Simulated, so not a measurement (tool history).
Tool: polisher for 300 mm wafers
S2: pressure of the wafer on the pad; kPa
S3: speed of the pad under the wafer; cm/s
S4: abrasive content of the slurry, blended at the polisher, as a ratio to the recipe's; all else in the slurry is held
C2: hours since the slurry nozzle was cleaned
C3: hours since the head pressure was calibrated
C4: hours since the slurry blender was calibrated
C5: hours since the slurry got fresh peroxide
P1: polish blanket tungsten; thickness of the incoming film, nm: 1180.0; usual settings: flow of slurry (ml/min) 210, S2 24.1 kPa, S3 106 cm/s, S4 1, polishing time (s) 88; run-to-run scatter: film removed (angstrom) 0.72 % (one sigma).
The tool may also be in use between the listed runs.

Run 1, hour 13.4: flow of slurry (ml/min) 210, S2 24.1 kPa, S3 106 cm/s, S4 1, polishing time (s) 88; wafers polished on this pad 166; C2 507.4; C3 215.7; C4 106.4; C5 109.4. Result: film removed (angstrom) 4733.1.
Run 2, hour 23: flow of slurry (ml/min) 305, S2 24.1 kPa, S3 106 cm/s, S4 1, polishing time (s) 88; wafers polished on this pad 216; C2 517; C3 225.3; C4 116; C5 119. Result: film removed (angstrom) 4918.
Run 3, hour 36.3: flow of slurry (ml/min) 210, S2 31 kPa, S3 106 cm/s, S4 1, polishing time (s) 88; wafers polished on this pad 286; C2 530.3; C3 238.6; C4 129.3; C5 132.3. Result: film removed (angstrom) 6052.1.
Run 4, hour 45.4: flow of slurry (ml/min) 210, S2 24.1 kPa, S3 106 cm/s, S4 1, polishing time (s) 88; wafers polished on this pad 333; C2 539.4; C3 247.7; C4 138.4; C5 141.4. Result: film removed (angstrom) 4737.5.
Run 5, hour 54.6: flow of slurry (ml/min) 210, S2 24.1 kPa, S3 106 cm/s, S4 1, polishing time (s) 88; wafers polished on this pad 381; C2 548.6; C3 256.9; C4 147.6; C5 150.6. Result: film removed (angstrom) 4759.9.
Run 6, hour 63: flow of slurry (ml/min) 210, S2 24.1 kPa, S3 106 cm/s, S4 1, polishing time (s) 88; wafers polished on this pad 425; C2 557; C3 265.3; C4 156; C5 159. Result: film removed (angstrom) 4713.5.
Run 7, hour 72: flow of slurry (ml/min) 210, S2 24.1 kPa, S3 106 cm/s, S4 1, polishing time (s) 44; wafers polished on this pad 472; C2 566; C3 274.3; C4 165; C5 168. Result: film removed (angstrom) 2357.7.
Run 8, hour 80.1: flow of slurry (ml/min) 210, S2 24.1 kPa, S3 106 cm/s, S4 1, polishing time (s) 88; wafers polished on this pad 514; C2 574.1; C3 282.4; C4 173.1; C5 176.1. Result: film removed (angstrom) 4702.8.
Run 9, hour 91.2: flow of slurry (ml/min) 150, S2 24.1 kPa, S3 58 cm/s, S4 1, polishing time (s) 88; wafers polished on this pad 572; C2 585.2; C3 293.5; C4 184.2; C5 187.2. Result: film removed (angstrom) 2446.1.
Run 10, hour 104.5: flow of slurry (ml/min) 210, S2 24.1 kPa, S3 136 cm/s, S4 1, polishing time (s) 88; wafers polished on this pad 641; C2 598.5; C3 306.8; C4 197.5; C5 200.5. Result: film removed (angstrom) 6107.9.
Run 11, hour 116: flow of slurry (ml/min) 210, S2 24.1 kPa, S3 106 cm/s, S4 1.3, polishing time (s) 88; wafers polished on this pad 701; C2 610; C3 318.3; C4 209; C5 212. Result: film removed (angstrom) 5042.2.
Run 12, hour 123.5: flow of slurry (ml/min) 210, S2 24.1 kPa, S3 106 cm/s, S4 1, polishing time (s) 139; wafers polished on this pad 740; C2 617.5; C3 325.8; C4 216.5; C5 219.5. Result: film removed (angstrom) 7376.3.
Run 13, hour 134.3: flow of slurry (ml/min) 210, S2 16.5 kPa, S3 106 cm/s, S4 1, polishing time (s) 88; wafers polished on this pad 797; C2 628.3; C3 336.6; C4 227.3; C5 230.3. Result: film removed (angstrom) 3184.5.
At hour 136.7: worn pad replaced by a new one.
At hour 141.4: slurry tank refilled with fresh slurry and peroxide.
Run 14, hour 145.9: flow of slurry (ml/min) 210, S2 24.1 kPa, S3 106 cm/s, S4 0.7, polishing time (s) 88; wafers polished on this pad 48; C2 639.9; C3 348.2; C4 238.9; C5 4.5. Result: film removed (angstrom) 4380.6.
Run 15, hour 159.6: flow of slurry (ml/min) 210, S2 36.5 kPa, S3 154 cm/s, S4 1, polishing time (s) 88; wafers polished on this pad 119; C2 653.6; C3 361.9; C4 252.6; C5 18.2. Result: film removed (angstrom) 10344.
Run 16, hour 173.4: flow of slurry (ml/min) 125, S2 24.1 kPa, S3 106 cm/s, S4 1, polishing time (s) 88; wafers polished on this pad 191; C2 667.4; C3 375.7; C4 266.4; C5 32. Result: film removed (angstrom) 4377.6.

The next listed run, before its measurement:
Run 17, hour 188.2: flow of slurry (ml/min) 210, S2 24.1 kPa, S3 106 cm/s, S4 1, polishing time (s) 88; wafers polished on this pad 268; C2 682.2; C3 390.5; C4 281.2; C5 46.8. Result: film removed (angstrom) ?.

Run 17 gave film removed (angstrom) 4739.6.
